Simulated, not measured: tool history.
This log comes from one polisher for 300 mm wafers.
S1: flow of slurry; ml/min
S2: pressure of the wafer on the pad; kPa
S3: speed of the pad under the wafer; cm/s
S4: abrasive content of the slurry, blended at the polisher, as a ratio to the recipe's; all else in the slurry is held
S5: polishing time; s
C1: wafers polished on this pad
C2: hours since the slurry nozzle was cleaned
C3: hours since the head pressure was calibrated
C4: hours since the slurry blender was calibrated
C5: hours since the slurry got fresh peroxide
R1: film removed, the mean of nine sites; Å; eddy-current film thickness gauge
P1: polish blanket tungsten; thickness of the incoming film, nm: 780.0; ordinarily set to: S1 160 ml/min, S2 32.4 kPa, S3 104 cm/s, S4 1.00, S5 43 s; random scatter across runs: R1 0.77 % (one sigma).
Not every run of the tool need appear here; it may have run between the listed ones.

run 1 day=0.392 | S1=160 S2=32.4 S3=104 S4=1.00 S5=43 | C1=139 C2=422.7 C3=328.2 C4=84.9 C5=33.3 | R1=2426.7
run 2 day=0.842 | S1=160 S2=32.4 S3=104 S4=1.00 S5=67 | C1=222 C2=433.5 C3=339.0 C4=95.7 C5=44.1 | R1=3820.1
run 3 day=1.267 | S1=160 S2=16.5 S3=104 S4=0.70 S5=43 | C1=301 C2=443.7 C3=349.2 C4=105.9 C5=54.3 | R1=1156.1
run 4 day=1.583 | S1=160 S2=17.2 S3=104 S4=1.00 S5=43 | C1=360 C2=451.3 C3=356.8 C4=113.5 C5=61.9 | R1=1308.6
run 5 day=1.954 | S1=160 S2=32.4 S3=58 S4=1.00 S5=43 | C1=428 C2=460.2 C3=365.7 C4=122.4 C5=70.8 | R1=1375.8
run 6 day=2.275 | S1=115 S2=32.4 S3=104 S4=1.00 S5=43 | C1=488 C2=467.9 C3=373.4 C4=130.1 C5=78.5 | R1=2320.7
run 7 day=2.838 | S1=160 S2=24.8 S3=104 S4=1.45 S5=43 | C1=592 C2=481.4 C3=386.9 C4=143.6 C5=92.0 | R1=2057.9
run 8 day=3.229 | S1=160 S2=32.4 S3=104 S4=1.00 S5=43 | C1=664 C2=490.8 C3=396.3 C4=153.0 C5=101.4 | R1=2466.7
run 9 day=3.804 | S1=160 S2=32.4 S3=104 S4=1.00 S5=43 | C1=771 C2=504.6 C3=410.1 C4=166.8 C5=115.2 | R1=2477.1
run 10 day=4.146 | S1=160 S2=32.4 S3=104 S4=1.00 S5=43 | C1=834 C2=512.8 C3=418.3 C4=175.0 C5=123.4 | R1=2450.1
run 11 day=4.438 | S1=160 S2=32.4 S3=104 S4=0.50 S5=43 | C1=888 C2=519.8 C3=425.3 C4=182.0 C5=130.4 | R1=2097.6
run 12 day=4.783 | S1=160 S2=32.4 S3=104 S4=1.25 S5=43 | C1=952 C2=528.1 C3=433.6 C4=190.3 C5=138.7 | R1=2634.5
run 13 day=5.038 | S1=160 S2=32.4 S3=104 S4=1.00 S5=43 | C1=999 C2=534.2 C3=439.7 C4=196.4 C5=144.8 | R1=2454.7
run 14 day=5.325 | S1=160 S2=32.4 S3=160 S4=1.00 S5=43 | C1=1052 C2=541.1 C3=446.6 C4=203.3 C5=151.7 | R1=3767.2
-- day=5.850 slurry nozzle cleaned
run 15 day=5.883 | S1=160 S2=32.4 S3=104 S4=1.00 S5=19 | C1=1156 C2=0.8 C3=460.0 C4=216.7 C5=165.1 | R1=1080.8
run 16 day=6.342 | S1=160 S2=44.8 S3=104 S4=1.00 S5=43 | C1=1240 C2=11.8 C3=471.0 C4=227.7 C5=176.1 | R1=3401.6
run 17 day=6.779 | S1=245 S2=32.4 S3=104 S4=1.00 S5=43 | C1=1321 C2=22.3 C3=481.5 C4=238.2 C5=186.6 | R1=2603.8
run 18 day=7.117 | S1=160 S2=32.4 S3=104 S4=1.00 S5=43 | C1=1384 C2=30.4 C3=489.6 C4=246.3 C5=194.7 | R1=2466.4
run 19 day=7.667 | S1=160 S2=32.4 S3=104 S4=1.00 S5=43 | C1=1486 C2=43.6 C3=502.8 C4=259.5 C5=207.9 | R1=2372.8
run 20 day=7.979 | S1=160 S2=32.4 S3=104 S4=1.00 S5=43 | C1=1543 C2=51.1 C3=510.3 C4=267.0 C5=215.4 | R1=2348.7
run 21 day=8.317 | S1=160 S2=32.4 S3=104 S4=1.00 S5=43 | C1=1606 C2=59.2 C3=518.4 C4=275.1 C5=223.5 | R1=2329.2
run 22 day=8.858 | S1=160 S2=32.4 S3=104 S4=1.00 S5=43 | C1=1706 C2=72.2 C3=531.4 C4=288.1 C5=236.5 | R1=2272.6
run 23 day=9.296 | S1=160 S2=32.4 S3=104 S4=1.00 S5=43 | C1=1787 C2=82.7 C3=541.9 C4=298.6 C5=247.0 | R1=2264.6
run 24 day=9.642 | S1=160 S2=32.4 S3=104 S4=1.00 S5=43 | C1=1851 C2=91.0 C3=550.2 C4=306.9 C5=255.3 | R1=2227.4
-- day=9.971 worn pad replaced by a new one
-- day=9.983 slurry blender recalibrated
run 25 day=10.100 | S1=160 S2=32.4 S3=104 S4=1.00 S5=43 | C1=23 C2=102.0 C3=561.2 C4=2.9 C5=266.3 | R1=2249.9
-- day=10.150 slurry tank refilled with fresh slurry and peroxide
run 26 day=10.362 | S1=160 S2=32.4 S3=104 S4=1.00 S5=43 | C1=72 C2=108.3 C3=567.5 C4=9.2 C5=5.1 | R1=2225.7

Run 27, settings as shown, results not yet in. Your forecast:
run 27 day=10.762 | S1=160 S2=32.4 S3=104 S4=1.00 S5=43 | C1=146 C2=117.9 C3=577.1 C4=18.8 C5=14.7 | R1=?

Run 27 measured R1 2230.1 Å.
